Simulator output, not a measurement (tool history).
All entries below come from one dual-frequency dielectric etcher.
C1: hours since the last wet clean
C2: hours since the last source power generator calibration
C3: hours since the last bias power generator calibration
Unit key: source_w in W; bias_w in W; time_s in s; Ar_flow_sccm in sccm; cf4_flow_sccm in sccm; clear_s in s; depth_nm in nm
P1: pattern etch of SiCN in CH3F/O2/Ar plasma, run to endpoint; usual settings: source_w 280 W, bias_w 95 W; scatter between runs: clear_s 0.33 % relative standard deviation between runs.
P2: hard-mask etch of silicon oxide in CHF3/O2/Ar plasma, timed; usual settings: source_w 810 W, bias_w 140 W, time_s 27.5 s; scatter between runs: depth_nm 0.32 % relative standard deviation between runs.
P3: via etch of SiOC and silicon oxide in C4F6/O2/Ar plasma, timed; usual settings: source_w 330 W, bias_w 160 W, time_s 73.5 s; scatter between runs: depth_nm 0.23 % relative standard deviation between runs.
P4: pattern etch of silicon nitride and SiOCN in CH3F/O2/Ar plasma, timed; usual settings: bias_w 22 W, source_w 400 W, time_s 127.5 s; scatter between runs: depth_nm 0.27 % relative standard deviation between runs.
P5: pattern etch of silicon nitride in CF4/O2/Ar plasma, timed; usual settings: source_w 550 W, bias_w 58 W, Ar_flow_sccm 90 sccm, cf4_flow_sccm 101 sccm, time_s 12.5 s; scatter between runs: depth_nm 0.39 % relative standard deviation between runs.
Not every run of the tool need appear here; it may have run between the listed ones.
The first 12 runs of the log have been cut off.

Run 13, day 3.875: process P2, source_w 810 W, bias_w 140 W, time_s 18.5 s; C1 402; C2 539.7; C3 2781.8. Result: depth_nm 39.483 nm.
Run 14, day 4.188: process P3, source_w 330 W, bias_w 160 W, time_s 73.5 s; C1 409.5; C2 547.2; C3 2789.3. Result: depth_nm 74.242 nm.
Run 15, day 4.583: process P2, source_w 520 W, bias_w 140 W, time_s 27.5 s; C1 419; C2 556.7; C3 2798.8. Result: depth_nm 49.356 nm.
Run 16, day 4.788: process P4, source_w 400 W, bias_w 22 W, time_s 168 s; C1 423.9; C2 561.6; C3 2803.7. Result: depth_nm 22.722 nm.
Run 17, day 5.167: process P2, source_w 810 W, bias_w 182 W, time_s 27.5 s; C1 433; C2 570.7; C3 2812.8. Result: depth_nm 63.756 nm.
Run 18, day 5.504: process P3, source_w 330 W, bias_w 160 W, time_s 43.5 s; C1 441.1; C2 578.8; C3 2820.9. Result: depth_nm 43.793 nm.
Run 19, day 5.688: process P1, source_w 390 W, bias_w 69 W; C1 445.5; C2 583.2; C3 2825.3. Result: clear_s 30.518 s.
Run 20, day 5.862: process P3, source_w 210 W, bias_w 160 W, time_s 73.5 s; C1 449.7; C2 587.4; C3 2829.5. Result: depth_nm 62.108 nm.
Run 21, day 6.179: process P1, source_w 280 W, bias_w 118 W; C1 457.3; C2 595; C3 2837.1. Result: clear_s 28.3 s.
Run 22, day 6.55: process P3, source_w 330 W, bias_w 194 W, time_s 73.5 s; C1 466.2; C2 603.9; C3 2846. Result: depth_nm 79.076 nm.
At day 6.754: wet clean of the chamber.
Run 23, day 6.775: process P1, source_w 280 W, bias_w 95 W; C1 0.6; C2 609.3; C3 2851.4. Result: clear_s 30.699 s.
Run 24, day 7.154: process P4, source_w 400 W, bias_w 22 W, time_s 127.5 s; C1 9.7; C2 618.4; C3 2860.5. Result: depth_nm 17.195 nm.
Run 25, day 7.521: process P1, source_w 280 W, bias_w 95 W; C1 18.5; C2 627.2; C3 2869.3. Result: clear_s 30.67 s.
Run 26, day 7.854: process P1, source_w 280 W, bias_w 95 W; C1 26.5; C2 635.2; C3 2877.3. Result: clear_s 30.509 s.
Run 27, day 8.05: process P1, source_w 370 W, bias_w 64 W; C1 31.2; C2 639.9; C3 2882. Result: clear_s 31.579 s.
Run 28, day 8.283: process P5, source_w 550 W, bias_w 58 W, time_s 12.5 s, Ar_flow_sccm 90 sccm, cf4_flow_sccm 82 sccm; C1 36.8; C2 645.5; C3 2887.6. Result: depth_nm 27.019 nm.
Run 29, day 8.567: process P1, source_w 210 W, bias_w 95 W; C1 43.6; C2 652.3; C3 2894.4. Result: clear_s 33.847 s.
Run 30, day 8.917: process P5, source_w 550 W, bias_w 58 W, time_s 12.5 s, Ar_flow_sccm 90 sccm, cf4_flow_sccm 101 sccm; C1 52; C2 660.7; C3 2902.8. Result: depth_nm 27.663 nm.
Run 31, day 9.158: process P4, source_w 400 W, bias_w 31 W, time_s 127.5 s; C1 57.8; C2 666.5; C3 2908.6. Result: depth_nm 20.157 nm.

Run 32, settings as shown, results not yet in. Your forecast:
Run 32, day 9.471: process P2, source_w 810 W, bias_w 140 W, time_s 27.5 s; C1 65.3; C2 674; C3 2916.1. Result: depth_nm ?.

For run 32 the tool returned depth_nm 58.975 nm.
